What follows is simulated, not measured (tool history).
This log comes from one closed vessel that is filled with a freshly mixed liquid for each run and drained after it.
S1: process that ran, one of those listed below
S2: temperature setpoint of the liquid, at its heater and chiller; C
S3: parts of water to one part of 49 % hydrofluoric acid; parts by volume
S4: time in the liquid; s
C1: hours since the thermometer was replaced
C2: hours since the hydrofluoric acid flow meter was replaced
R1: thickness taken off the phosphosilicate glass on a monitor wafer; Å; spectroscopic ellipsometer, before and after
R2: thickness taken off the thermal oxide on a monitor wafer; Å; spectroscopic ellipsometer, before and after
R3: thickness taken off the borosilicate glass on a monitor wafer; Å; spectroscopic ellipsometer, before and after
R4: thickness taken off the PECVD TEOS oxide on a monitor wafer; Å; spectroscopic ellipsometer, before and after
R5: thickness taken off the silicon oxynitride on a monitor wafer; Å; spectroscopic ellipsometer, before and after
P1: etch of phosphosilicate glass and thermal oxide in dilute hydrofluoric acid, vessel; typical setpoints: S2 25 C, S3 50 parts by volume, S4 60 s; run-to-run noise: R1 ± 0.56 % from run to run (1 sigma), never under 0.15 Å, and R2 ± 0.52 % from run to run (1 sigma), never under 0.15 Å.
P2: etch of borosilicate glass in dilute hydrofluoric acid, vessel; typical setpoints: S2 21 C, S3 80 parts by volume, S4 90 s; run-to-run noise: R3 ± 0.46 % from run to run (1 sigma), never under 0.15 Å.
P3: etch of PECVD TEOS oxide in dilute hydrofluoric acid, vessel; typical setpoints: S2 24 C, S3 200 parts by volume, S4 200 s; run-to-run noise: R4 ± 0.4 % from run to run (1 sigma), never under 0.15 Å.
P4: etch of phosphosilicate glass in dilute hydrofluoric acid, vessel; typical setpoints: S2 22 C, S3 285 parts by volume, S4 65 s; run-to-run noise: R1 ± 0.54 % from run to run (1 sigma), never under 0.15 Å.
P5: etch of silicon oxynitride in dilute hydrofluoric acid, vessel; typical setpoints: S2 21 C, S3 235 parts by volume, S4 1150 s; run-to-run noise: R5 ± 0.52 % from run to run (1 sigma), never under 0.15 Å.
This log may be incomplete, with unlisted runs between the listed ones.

run   hour  S1    S2   S3    S4      C1     C2      R1      R2      R3      R4      R5
  1    3.8  P1    25   50    60  1053.8  677.9  1627.4  62.972
  2   10.2  P1    25   50   115  1060.2  684.3  3131.9  119.75
  3   14.8  P2    21  145    90  1064.8  688.9                  122.02
  4   20.3  P4    22  285    30  1070.3  694.4  79.581
  5   25.5  P1    25   50    60  1075.5  699.6  1616.9  62.996
  6     29  P1    25   20   105    1079  703.1  7400.5  289.81
  7   33.5  P1    25   50    60  1083.5  707.6  1619.2  63.507
  8     38  P3    24  200   200    1088  712.1                          79.902
  9   44.3  P3    24  370   200  1094.3  718.4                          35.974
 10   50.1  P1    25   50    30  1100.1  724.2  814.07  31.518
 11   56.3  P5    21  235  1150  1106.3  730.4                                  188.51
 12   62.1  P2    21   80   165  1112.1  736.2                  436.52
 13   67.8  P4    22   90    65  1117.8  741.9  668.63
 14   71.2  P1    25   80    60  1121.2  745.3  978.22  37.672
 15   76.6  P1    25   50    60  1126.6  750.7  1623.1  63.373
 16   80.1  P1    18   50    60  1130.1  754.2  1208.7  47.416
 17     85  P5    21  235   385    1135  759.1                                  63.157
      90.8  -- thermometer replaced
 18   92.6  P3    32  200   200     1.8  766.7                          105.74
 19   99.4  P5    17  235  1150     8.6  773.5                                  156.32
 20  103.7  P1    32   50    60    12.9  777.8  2116.5  83.519
 21  109.7  P3    24  200   380    18.9  783.8                          149.55
 22  113.5  P4    22  285    65    22.7  787.6  173.94
 23  119.9  P2  27.5   80    90    29.1    794                  310.14
 24  126.5  P5    21   40  1150    35.7  800.6                                  1257.4
 25  131.2  P4  25.5  285    65    40.4  805.3  196.08
 26  134.6  P1    25   30    60    43.8  808.7  2767.5  108.19
 27  141.1  P2    21   80    90    50.3  815.2                  237.56
 28  144.6  P1    25   50    60    53.8  818.7  1628.1  62.515
 29  150.9  P1    25   50    60    60.1    825    1657  63.615
 30  155.2  P1    25   50    60    64.4  829.3  1661.3  65.152
 31  160.3  P1    25   50    60    69.5  834.4  1706.2  65.946
 32    167  P1    25   50    60    76.2  841.1    1705  66.392
 33  174.5  P1    25   50    60    83.7  848.6    1708  66.681
 34  178.6  P1    25   50    60    87.8  852.7  1720.9  67.016
 35  185.4  P1    25   50    60    94.6  859.5  1723.2  66.049
 36  192.4  P1    25   50    60   101.6  866.5  1729.3  67.033
 37  196.4  P1    25   50    60   105.6  870.5  1719.6  67.328
 38  203.7  P1    25   50    60   112.9  877.8  1730.9  66.612

P1 has crept away from where it was. The log is fitted equally well by each of these 2 causes, at the sizes shown:
A: liquid hotter than its thermometer reads (K) = 1.56
B: hydrofluoric acid flow above the setpoint (%) = 6.08
Creep in the process output first set in at about hour 144.6.

4 check runs are offered, each on 2 wafers whose results are averaged, their results left as question marks. Which one tells the causes apart?
check 1   211  P2    26   80    90                   ?
check 2   211  P3  31.5  360   200                       ?
check 3   211  P5    21  150  1150                           ?
check 4   211  P4    22  105    30           ?

How each check would come out, cause by cause:
  check  result    if A    if B
check 1      R3  309.12  310.35
check 2      R4  50.002  51.747
check 3      R5  333.34  330.73
check 4      R1  278.86  279.92
Minimum pairwise separation of causes per check, each pair taken at its best-separating result: check 1 0.4 %; check 2 3.43 %; check 3 0.79 %; check 4 0.38 %
The other checks would show nearly matching results whichever cause is true, so check 2 is the only one that separates the causes.

The results of check 2 are: R4 50.404 Å. Based on these, which of the listed causes is it?

It was cause A: liquid hotter than its thermometer reads (K).
